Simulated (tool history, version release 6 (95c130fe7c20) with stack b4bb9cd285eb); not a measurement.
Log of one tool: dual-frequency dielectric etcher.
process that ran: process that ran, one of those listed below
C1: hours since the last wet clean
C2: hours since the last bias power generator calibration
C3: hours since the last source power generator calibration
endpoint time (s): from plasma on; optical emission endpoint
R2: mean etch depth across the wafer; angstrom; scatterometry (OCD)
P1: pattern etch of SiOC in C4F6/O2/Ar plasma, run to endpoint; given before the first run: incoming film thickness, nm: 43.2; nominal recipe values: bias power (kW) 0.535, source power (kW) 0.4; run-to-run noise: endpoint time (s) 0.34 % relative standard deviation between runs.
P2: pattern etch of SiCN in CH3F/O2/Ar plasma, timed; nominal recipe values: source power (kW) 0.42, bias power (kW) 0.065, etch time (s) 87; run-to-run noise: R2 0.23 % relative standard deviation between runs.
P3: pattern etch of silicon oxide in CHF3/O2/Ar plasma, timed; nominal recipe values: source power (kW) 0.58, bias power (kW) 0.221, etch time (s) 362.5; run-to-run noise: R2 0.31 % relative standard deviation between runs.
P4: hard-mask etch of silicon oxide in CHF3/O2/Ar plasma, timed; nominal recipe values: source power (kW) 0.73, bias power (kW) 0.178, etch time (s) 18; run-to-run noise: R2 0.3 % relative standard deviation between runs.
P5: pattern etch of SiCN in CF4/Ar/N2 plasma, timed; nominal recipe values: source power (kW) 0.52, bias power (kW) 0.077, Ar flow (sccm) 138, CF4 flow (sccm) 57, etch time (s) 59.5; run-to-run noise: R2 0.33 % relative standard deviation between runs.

Run 1, hour 4.4: process that ran P1, bias power (kW) 0.535, source power (kW) 0.4; C1 407.9; C2 1488; C3 1159.7. Result: endpoint time (s) 14.199.
Run 2, hour 8.9: process that ran P4, bias power (kW) 0.178, source power (kW) 0.73, etch time (s) 10; C1 412.4; C2 1492.5; C3 1164.2. Result: R2 211.33 angstrom.
Run 3, hour 14.2: process that ran P1, bias power (kW) 0.535, source power (kW) 0.5; C1 417.7; C2 1497.8; C3 1169.5. Result: endpoint time (s) 13.028.
Run 4, hour 18.1: process that ran P3, bias power (kW) 0.221, source power (kW) 0.58, etch time (s) 362.5; C1 421.6; C2 1501.7; C3 1173.4. Result: R2 7714.5 angstrom.
Run 5, hour 25.7: process that ran P5, bias power (kW) 0.077, source power (kW) 0.52, etch time (s) 59.5, Ar flow (sccm) 138, CF4 flow (sccm) 57; C1 429.2; C2 1509.3; C3 1181. Result: R2 539.71 angstrom.
Run 6, hour 32.2: process that ran P3, bias power (kW) 0.29, source power (kW) 0.58, etch time (s) 362.5; C1 435.7; C2 1515.8; C3 1187.5. Result: R2 8464.6 angstrom.
Run 7, hour 39.4: process that ran P5, bias power (kW) 0.077, source power (kW) 0.52, etch time (s) 59.5, Ar flow (sccm) 183, CF4 flow (sccm) 57; C1 442.9; C2 1523; C3 1194.7. Result: R2 512.83 angstrom.
Run 8, hour 46: process that ran P4, bias power (kW) 0.178, source power (kW) 0.96, etch time (s) 18; C1 449.5; C2 1529.6; C3 1201.3. Result: R2 419.32 angstrom.
Run 9, hour 51: process that ran P1, bias power (kW) 0.535, source power (kW) 0.4; C1 454.5; C2 1534.6; C3 1206.3. Result: endpoint time (s) 14.186.
Run 10, hour 58.6: process that ran P3, bias power (kW) 0.221, source power (kW) 0.38, etch time (s) 362.5; C1 462.1; C2 1542.2; C3 1213.9. Result: R2 6586.6 angstrom.
Run 11, hour 64.4: process that ran P4, bias power (kW) 0.178, source power (kW) 0.73, etch time (s) 18; C1 467.9; C2 1548; C3 1219.7. Result: R2 376.7 angstrom.
Run 12, hour 70.8: process that ran P5, bias power (kW) 0.077, source power (kW) 0.52, etch time (s) 35, Ar flow (sccm) 138, CF4 flow (sccm) 57; C1 474.3; C2 1554.4; C3 1226.1. Result: R2 316.63 angstrom.
Run 13, hour 78: process that ran P1, bias power (kW) 0.535, source power (kW) 0.4; C1 481.5; C2 1561.6; C3 1233.3. Result: endpoint time (s) 14.194.
Run 14, hour 86.1: process that ran P1, bias power (kW) 0.414, source power (kW) 0.4; C1 489.6; C2 1569.7; C3 1241.4. Result: endpoint time (s) 15.646.
Run 15, hour 92.4: process that ran P5, bias power (kW) 0.109, source power (kW) 0.52, etch time (s) 59.5, Ar flow (sccm) 138, CF4 flow (sccm) 57; C1 495.9; C2 1576; C3 1247.7. Result: R2 618.7 angstrom.
Run 16, hour 100.3: process that ran P1, bias power (kW) 0.646, source power (kW) 0.4; C1 503.8; C2 1583.9; C3 1255.6. Result: endpoint time (s) 13.32.
Run 17, hour 108.4: process that ran P5, bias power (kW) 0.077, source power (kW) 0.52, etch time (s) 59.5, Ar flow (sccm) 138, CF4 flow (sccm) 41; C1 511.9; C2 1592; C3 1263.7. Result: R2 507.5 angstrom.
Run 18, hour 114.9: process that ran P2, bias power (kW) 0.065, source power (kW) 0.42, etch time (s) 87; C1 518.4; C2 1598.5; C3 1270.2. Result: R2 320.67 angstrom.
Run 19, hour 119.6: process that ran P5, bias power (kW) 0.077, source power (kW) 0.69, etch time (s) 59.5, Ar flow (sccm) 138, CF4 flow (sccm) 57; C1 523.1; C2 1603.2; C3 1274.9. Result: R2 683.97 angstrom.
Run 20, hour 126.8: process that ran P2, bias power (kW) 0.065, source power (kW) 0.29, etch time (s) 87; C1 530.3; C2 1610.4; C3 1282.1. Result: R2 278.39 angstrom.
Run 21, hour 132.3: process that ran P1, bias power (kW) 0.535, source power (kW) 0.4; C1 535.8; C2 1615.9; C3 1287.6. Result: endpoint time (s) 14.115.
Run 22, hour 138.4: process that ran P2, bias power (kW) 0.091, source power (kW) 0.42, etch time (s) 87; C1 541.9; C2 1622; C3 1293.7. Result: R2 361.23 angstrom.
Run 23, hour 144.3: process that ran P3, bias power (kW) 0.221, source power (kW) 0.58, etch time (s) 199.5; C1 547.8; C2 1627.9; C3 1299.6. Result: R2 4267.5 angstrom.
Run 24, hour 152: process that ran P1, bias power (kW) 0.362, source power (kW) 0.52; C1 555.5; C2 1635.6; C3 1307.3. Result: endpoint time (s) 14.915.
Run 25, hour 156.6: process that ran P1, bias power (kW) 0.535, source power (kW) 0.29; C1 560.1; C2 1640.2; C3 1311.9. Result: endpoint time (s) 15.877.
Run 26, hour 162.9: process that ran P4, bias power (kW) 0.249, source power (kW) 0.73, etch time (s) 18; C1 566.4; C2 1646.5; C3 1318.2. Result: R2 424.74 angstrom.
Run 27, hour 169.4: process that ran P2, bias power (kW) 0.065, source power (kW) 0.42, etch time (s) 63.5; C1 572.9; C2 1653; C3 1324.7. Result: R2 233.55 angstrom.
Run 28, hour 175.3: process that ran P2, bias power (kW) 0.065, source power (kW) 0.42, etch time (s) 87; C1 578.8; C2 1658.9; C3 1330.6. Result: R2 320.03 angstrom.
Run 29, hour 181.9: process that ran P1, bias power (kW) 0.535, source power (kW) 0.4; C1 585.4; C2 1665.5; C3 1337.2. Result: endpoint time (s) 14.256.
Run 30, hour 185.6: process that ran P1, bias power (kW) 0.535, source power (kW) 0.4; C1 589.1; C2 1669.2; C3 1340.9. Result: endpoint time (s) 14.262.
Run 31, hour 192.4: process that ran P1, bias power (kW) 0.535, source power (kW) 0.4; C1 595.9; C2 1676; C3 1347.7. Result: endpoint time (s) 14.352.
Run 32, hour 197.6: process that ran P1, bias power (kW) 0.535, source power (kW) 0.4; C1 601.1; C2 1681.2; C3 1352.9. Result: endpoint time (s) 14.383.
Run 33, hour 202.5: process that ran P1, bias power (kW) 0.535, source power (kW) 0.4; C1 606; C2 1686.1; C3 1357.8. Result: endpoint time (s) 14.402.
Run 34, hour 209.4: process that ran P1, bias power (kW) 0.535, source power (kW) 0.4; C1 612.9; C2 1693; C3 1364.7. Result: endpoint time (s) 14.441.
At hour 210.5: wet clean of the chamber.
Run 35, hour 216.5: process that ran P1, bias power (kW) 0.535, source power (kW) 0.4; C1 6; C2 1700.1; C3 1371.8. Result: endpoint time (s) 14.42.
Run 36, hour 221.2: process that ran P1, bias power (kW) 0.535, source power (kW) 0.4; C1 10.7; C2 1704.8; C3 1376.5. Result: endpoint time (s) 14.437.
Run 37, hour 229.4: process that ran P1, bias power (kW) 0.535, source power (kW) 0.4; C1 18.9; C2 1713; C3 1384.7. Result: endpoint time (s) 14.544.
Run 38, hour 233.1: process that ran P1, bias power (kW) 0.535, source power (kW) 0.4; C1 22.6; C2 1716.7; C3 1388.4. Result: endpoint time (s) 14.504.

The log shows P1 creeping away from where it was. Any of the 2 causes listed here, at the size stated for it, fits the log just as well as the others:
A: source power that arrives under what is set, % = 4.54
B: bias power that arrives under what is set, % = 4.45
The onset of the drift is placed at about hour 185.6.
Every other cause this tool's parts could produce, and why it does not fit the log:
chamber walls in a state that lowers the etch rate, %: was serviced at hour 210.5, once the creep was under way, yet the earlier output never came back

Of the 4 check runs below, each run on 2 wafers with the results averaged and each result still a question mark, which one would tell the listed causes apart?
Run check 1, hour 236.8: process that ran P3, bias power (kW) 0.259, source power (kW) 0.58, etch time (s) 362.5. Result: R2 ?.
Run check 2, hour 236.8: process that ran P2, bias power (kW) 0.065, source power (kW) 0.29, etch time (s) 87. Result: R2 ?.
Run check 3, hour 236.8: process that ran P5, bias power (kW) 0.105, source power (kW) 0.52, etch time (s) 59.5, Ar flow (sccm) 138, CF4 flow (sccm) 46. Result: R2 ?.
Run check 4, hour 236.8: process that ran P4, bias power (kW) 0.24, source power (kW) 0.88, etch time (s) 18. Result: R2 ?.

How each check would come out, cause by cause:
  check  result    if A    if B
check 1      R2  8048.7  8057.2
check 2      R2  273.61     274
check 3      R2  564.25  576.35
check 4      R2  442.05  442.89
How far apart the two closest causes lie, in the result that separates them most: check 1 0.11 %; check 2 0.14 %; check 3 2.12 %; check 4 0.19 %
Of the check runs offered, only check 3 discriminates between the causes; the rest would read about the same regardless of which cause applies.

Check 3 was carried out, with these results: R2 575.28 angstrom. Which of the listed causes is responsible?

The cause is B: bias power that arrives under what is set, %.

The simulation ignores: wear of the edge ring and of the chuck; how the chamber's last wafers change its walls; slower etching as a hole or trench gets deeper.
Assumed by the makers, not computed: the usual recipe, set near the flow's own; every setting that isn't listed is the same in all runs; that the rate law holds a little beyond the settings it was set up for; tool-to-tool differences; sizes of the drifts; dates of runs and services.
